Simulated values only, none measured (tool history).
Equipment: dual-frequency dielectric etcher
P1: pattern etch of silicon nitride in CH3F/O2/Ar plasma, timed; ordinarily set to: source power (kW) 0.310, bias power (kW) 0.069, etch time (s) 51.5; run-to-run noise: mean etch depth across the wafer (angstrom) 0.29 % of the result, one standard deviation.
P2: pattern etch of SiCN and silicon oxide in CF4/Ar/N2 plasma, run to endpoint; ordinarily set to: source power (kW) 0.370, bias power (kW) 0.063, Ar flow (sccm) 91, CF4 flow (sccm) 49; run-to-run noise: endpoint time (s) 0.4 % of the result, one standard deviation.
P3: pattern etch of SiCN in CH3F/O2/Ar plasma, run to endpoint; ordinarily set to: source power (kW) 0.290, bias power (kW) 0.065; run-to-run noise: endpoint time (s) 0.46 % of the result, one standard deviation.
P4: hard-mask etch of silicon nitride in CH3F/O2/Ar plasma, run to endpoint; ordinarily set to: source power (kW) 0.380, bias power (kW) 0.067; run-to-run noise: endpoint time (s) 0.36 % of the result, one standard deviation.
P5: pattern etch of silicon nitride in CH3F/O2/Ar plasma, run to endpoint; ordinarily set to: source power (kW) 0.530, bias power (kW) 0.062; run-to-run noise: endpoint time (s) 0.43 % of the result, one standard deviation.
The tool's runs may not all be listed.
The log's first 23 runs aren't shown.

run   hour  process that ran  source power (kW)  bias power (kW)  etch time (s)  Ar flow (sccm)  CF4 flow (sccm)  mean etch depth across the wafer (angstrom)  endpoint time (s)
 24  270.6                P1              0.430            0.069           72.5                                                                        515.06
 25  282.7                P2              0.370            0.038                             91               49                                                          29.151
 26  295.6                P1              0.310            0.069           51.5                                                                        323.20
 27  305.8                P1              0.310            0.048           51.5                                                                        284.97
 28  317.5                P1              0.310            0.082           51.5                                                                        340.98
 29  330.3                P5              0.530            0.036                                                                                                          57.512
 30  343.0                P3              0.290            0.065                                                                                                          28.000
 31  351.5                P4              0.380            0.067                                                                                                          43.917
 32  362.9                P1              0.310            0.069           51.5                                                                        323.55
 33  377.5                P1              0.310            0.069           51.5                                                                        322.91

What does the tool deliver on the next run?
 34  386.0                P1              0.310            0.069           51.5                                                                             ?

Logged for run 34: mean etch depth across the wafer (angstrom) 322.18.

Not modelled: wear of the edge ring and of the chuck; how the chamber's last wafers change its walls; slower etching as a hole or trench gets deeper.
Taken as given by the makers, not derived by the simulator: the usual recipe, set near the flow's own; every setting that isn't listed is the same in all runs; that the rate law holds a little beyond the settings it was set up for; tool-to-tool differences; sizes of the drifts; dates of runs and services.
